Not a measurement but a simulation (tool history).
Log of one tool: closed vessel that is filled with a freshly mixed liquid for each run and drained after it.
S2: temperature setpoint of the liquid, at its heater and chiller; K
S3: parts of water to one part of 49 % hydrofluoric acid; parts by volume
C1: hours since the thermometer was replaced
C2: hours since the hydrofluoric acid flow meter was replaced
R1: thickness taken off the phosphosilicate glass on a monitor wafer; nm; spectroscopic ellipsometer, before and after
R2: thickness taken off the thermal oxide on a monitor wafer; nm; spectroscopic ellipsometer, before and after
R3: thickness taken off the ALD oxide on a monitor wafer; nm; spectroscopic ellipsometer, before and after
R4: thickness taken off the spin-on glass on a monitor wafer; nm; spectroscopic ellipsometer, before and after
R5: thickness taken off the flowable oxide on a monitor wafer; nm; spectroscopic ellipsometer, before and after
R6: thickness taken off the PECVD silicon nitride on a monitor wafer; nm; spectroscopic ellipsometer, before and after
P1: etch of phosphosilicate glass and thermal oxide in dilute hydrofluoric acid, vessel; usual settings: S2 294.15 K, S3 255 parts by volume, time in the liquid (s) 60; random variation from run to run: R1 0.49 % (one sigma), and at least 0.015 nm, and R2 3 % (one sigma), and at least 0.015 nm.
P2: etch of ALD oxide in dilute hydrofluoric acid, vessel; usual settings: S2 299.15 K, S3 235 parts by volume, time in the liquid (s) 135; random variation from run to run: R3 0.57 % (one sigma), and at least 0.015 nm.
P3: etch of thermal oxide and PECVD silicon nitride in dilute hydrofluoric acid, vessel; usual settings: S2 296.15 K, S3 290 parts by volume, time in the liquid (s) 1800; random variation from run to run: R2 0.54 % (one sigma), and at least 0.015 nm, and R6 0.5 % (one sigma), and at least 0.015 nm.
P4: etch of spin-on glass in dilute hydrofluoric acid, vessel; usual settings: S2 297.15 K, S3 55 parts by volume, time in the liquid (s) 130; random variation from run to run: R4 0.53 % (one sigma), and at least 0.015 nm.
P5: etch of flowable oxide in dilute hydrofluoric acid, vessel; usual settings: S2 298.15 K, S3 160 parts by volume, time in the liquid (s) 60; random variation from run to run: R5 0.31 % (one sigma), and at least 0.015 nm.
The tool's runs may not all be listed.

run 1 hour=6.9 | process_that_ran=P1 S2=294.15 S3=255 time_in_the_liquid_(s)=60 | C1=489.9 C2=1557.2 | R1=30.590 R2=0.85568
run 2 hour=12.9 | process_that_ran=P2 S2=299.15 S3=235 time_in_the_liquid_(s)=30 | C1=495.9 C2=1563.2 | R3=1.3270
run 3 hour=20.7 | process_that_ran=P1 S2=294.15 S3=460 time_in_the_liquid_(s)=60 | C1=503.7 C2=1571.0 | R1=14.215 R2=0.39007
run 4 hour=28.0 | process_that_ran=P2 S2=299.15 S3=360 time_in_the_liquid_(s)=135 | C1=511.0 C2=1578.3 | R3=3.4622
run 5 hour=35.8 | process_that_ran=P1 S2=299.65 S3=385 time_in_the_liquid_(s)=60 | C1=518.8 C2=1586.1 | R1=21.698 R2=0.63285
run 6 hour=43.1 | process_that_ran=P1 S2=294.15 S3=255 time_in_the_liquid_(s)=60 | C1=526.1 C2=1593.4 | R1=30.904 R2=0.85520
run 7 hour=51.1 | process_that_ran=P4 S2=304.65 S3=55 time_in_the_liquid_(s)=130 | C1=534.1 C2=1601.4 | R4=69.335
run 8 hour=54.9 | process_that_ran=P1 S2=294.15 S3=255 time_in_the_liquid_(s)=60 | C1=537.9 C2=1605.2 | R1=30.408 R2=0.91465
run 9 hour=62.9 | process_that_ran=P2 S2=299.15 S3=235 time_in_the_liquid_(s)=135 | C1=545.9 C2=1613.2 | R3=6.0896
run 10 hour=67.0 | process_that_ran=P1 S2=294.15 S3=255 time_in_the_liquid_(s)=110 | C1=550.0 C2=1617.3 | R1=56.420 R2=1.68690
run 11 hour=74.9 | process_that_ran=P1 S2=290.15 S3=255 time_in_the_liquid_(s)=60 | C1=557.9 C2=1625.2 | R1=26.352 R2=0.73897
run 12 hour=80.2 | process_that_ran=P5 S2=298.15 S3=250 time_in_the_liquid_(s)=60 | C1=563.2 C2=1630.5 | R5=6.735
run 13 hour=85.7 | process_that_ran=P1 S2=294.15 S3=255 time_in_the_liquid_(s)=30 | C1=568.7 C2=1636.0 | R1=15.320 R2=0.49032
run 14 hour=90.7 | process_that_ran=P5 S2=298.15 S3=160 time_in_the_liquid_(s)=60 | C1=573.7 C2=1641.0 | R5=11.583
run 15 hour=96.6 | process_that_ran=P5 S2=298.15 S3=160 time_in_the_liquid_(s)=85 | C1=579.6 C2=1646.9 | R5=16.480
run 16 hour=102.1 | process_that_ran=P3 S2=296.15 S3=290 time_in_the_liquid_(s)=30 | C1=585.1 C2=1652.4 | R2=0.40450 R6=0.21213
run 17 hour=109.2 | process_that_ran=P3 S2=296.15 S3=65 time_in_the_liquid_(s)=1800 | C1=592.2 C2=1659.5 | R2=136.16000 R6=57.50000
run 18 hour=112.8 | process_that_ran=P1 S2=294.15 S3=255 time_in_the_liquid_(s)=60 | C1=595.8 C2=1663.1 | R1=30.701 R2=0.88606
run 19 hour=119.7 | process_that_ran=P1 S2=294.15 S3=255 time_in_the_liquid_(s)=60 | C1=602.7 C2=1670.0 | R1=30.743 R2=0.84795
run 20 hour=124.5 | process_that_ran=P5 S2=298.15 S3=160 time_in_the_liquid_(s)=60 | C1=607.5 C2=1674.8 | R5=11.640
run 21 hour=128.2 | process_that_ran=P3 S2=290.65 S3=290 time_in_the_liquid_(s)=1800 | C1=611.2 C2=1678.5 | R2=19.62500 R6=9.32690
run 22 hour=132.4 | process_that_ran=P1 S2=301.65 S3=255 time_in_the_liquid_(s)=60 | C1=615.4 C2=1682.7 | R1=39.795 R2=1.11450
run 23 hour=140.4 | process_that_ran=P4 S2=297.15 S3=55 time_in_the_liquid_(s)=35 | C1=623.4 C2=1690.7 | R4=13.869
run 24 hour=144.4 | process_that_ran=P1 S2=301.65 S3=255 time_in_the_liquid_(s)=115 | C1=627.4 C2=1694.7 | R1=76.434 R2=2.28760
run 25 hour=148.9 | process_that_ran=P5 S2=302.65 S3=160 time_in_the_liquid_(s)=60 | C1=631.9 C2=1699.2 | R5=13.691
run 26 hour=154.0 | process_that_ran=P1 S2=294.15 S3=255 time_in_the_liquid_(s)=60 | C1=637.0 C2=1704.3 | R1=30.715 R2=0.88680
run 27 hour=160.2 | process_that_ran=P1 S2=294.15 S3=255 time_in_the_liquid_(s)=60 | C1=643.2 C2=1710.5 | R1=30.637 R2=0.87574
run 28 hour=163.9 | process_that_ran=P3 S2=296.15 S3=290 time_in_the_liquid_(s)=1800 | C1=646.9 C2=1714.2 | R2=23.90800 R6=13.17100
run 29 hour=170.7 | process_that_ran=P4 S2=297.15 S3=55 time_in_the_liquid_(s)=130 | C1=653.7 C2=1721.0 | R4=51.312
run 30 hour=177.2 | process_that_ran=P4 S2=297.15 S3=55 time_in_the_liquid_(s)=130 | C1=660.2 C2=1727.5 | R4=51.673
run 31 hour=185.4 | process_that_ran=P3 S2=296.15 S3=290 time_in_the_liquid_(s)=1800 | C1=668.4 C2=1735.7 | R2=23.80300 R6=13.18100
run 32 hour=190.5 | process_that_ran=P4 S2=297.15 S3=105 time_in_the_liquid_(s)=130 | C1=673.5 C2=1740.8 | R4=25.102
run 33 hour=194.5 | process_that_ran=P2 S2=293.65 S3=235 time_in_the_liquid_(s)=135 | C1=677.5 C2=1744.8 | R3=4.9748
run 34 hour=200.8 | process_that_ran=P1 S2=294.15 S3=100 time_in_the_liquid_(s)=60 | C1=683.8 C2=1751.1 | R1=92.651 R2=2.75270
run 35 hour=204.5 | process_that_ran=P1 S2=294.15 S3=255 time_in_the_liquid_(s)=60 | C1=687.5 C2=1754.8 | R1=30.839 R2=0.87296
run 36 hour=212.6 | process_that_ran=P1 S2=294.15 S3=255 time_in_the_liquid_(s)=60 | C1=695.6 C2=1762.9 | R1=29.379 R2=0.88160
run 37 hour=219.0 | process_that_ran=P1 S2=294.15 S3=255 time_in_the_liquid_(s)=60 | C1=702.0 C2=1769.3 | R1=28.963 R2=0.86561
run 38 hour=227.0 | process_that_ran=P1 S2=294.15 S3=255 time_in_the_liquid_(s)=60 | C1=710.0 C2=1777.3 | R1=28.684 R2=0.85668
run 39 hour=231.8 | process_that_ran=P1 S2=294.15 S3=255 time_in_the_liquid_(s)=60 | C1=714.8 C2=1782.1 | R1=28.697 R2=0.85876
run 40 hour=237.2 | process_that_ran=P1 S2=294.15 S3=255 time_in_the_liquid_(s)=60 | C1=720.2 C2=1787.5 | R1=28.627 R2=0.83038
run 41 hour=241.6 | process_that_ran=P1 S2=294.15 S3=255 time_in_the_liquid_(s)=60 | C1=724.6 C2=1791.9 | R1=28.755 R2=0.86963

What P1 gives has crept away from where it was. These 2 causes fit the log equally well, each at the size given:
A: liquid colder than its thermometer reads (K) = 1.92
B: hydrofluoric acid flow below the setpoint (%) = 5.56
The creep began at about hour 204.5.

4 check runs are offered, one wafer each, their results left as question marks. Which one tells the causes apart?
run check 1 hour=246.0 | process_that_ran=P2 S2=299.15 S3=355 time_in_the_liquid_(s)=30 | R3=?
run check 2 hour=246.0 | process_that_ran=P4 S2=297.15 S3=100 time_in_the_liquid_(s)=130 | R4=?
run check 3 hour=246.0 | process_that_ran=P5 S2=301.65 S3=160 time_in_the_liquid_(s)=60 | R5=?
run check 4 hour=246.0 | process_that_ran=P3 S2=296.15 S3=145 time_in_the_liquid_(s)=220 | R2=? R6=?

What each check would give under each cause:
check=check_1 result=R3 if_A=0.74298 if_B=0.73304
check=check_2 result=R4 if_A=24.720 if_B=25.026
check=check_3 result=R5 if_A=12.333 if_B=12.350
check=check_4 result=R2 if_A=6.29740 if_B=6.35010
check=check_4 result=R6 if_A=2.80930 if_B=3.01250
How far apart the two closest causes lie, in the result that separates them most: check 1 1.35 %; check 2 1.23 %; check 3 0.14 %; check 4 6.99 %
Check 4 tells the causes apart: in the others they would give nearly the same result.

Then check 4 was run and gave: R2 6.30080 nm; R6 2.99340 nm. Which cause is it?

It is B: hydrofluoric acid flow below the setpoint (%).
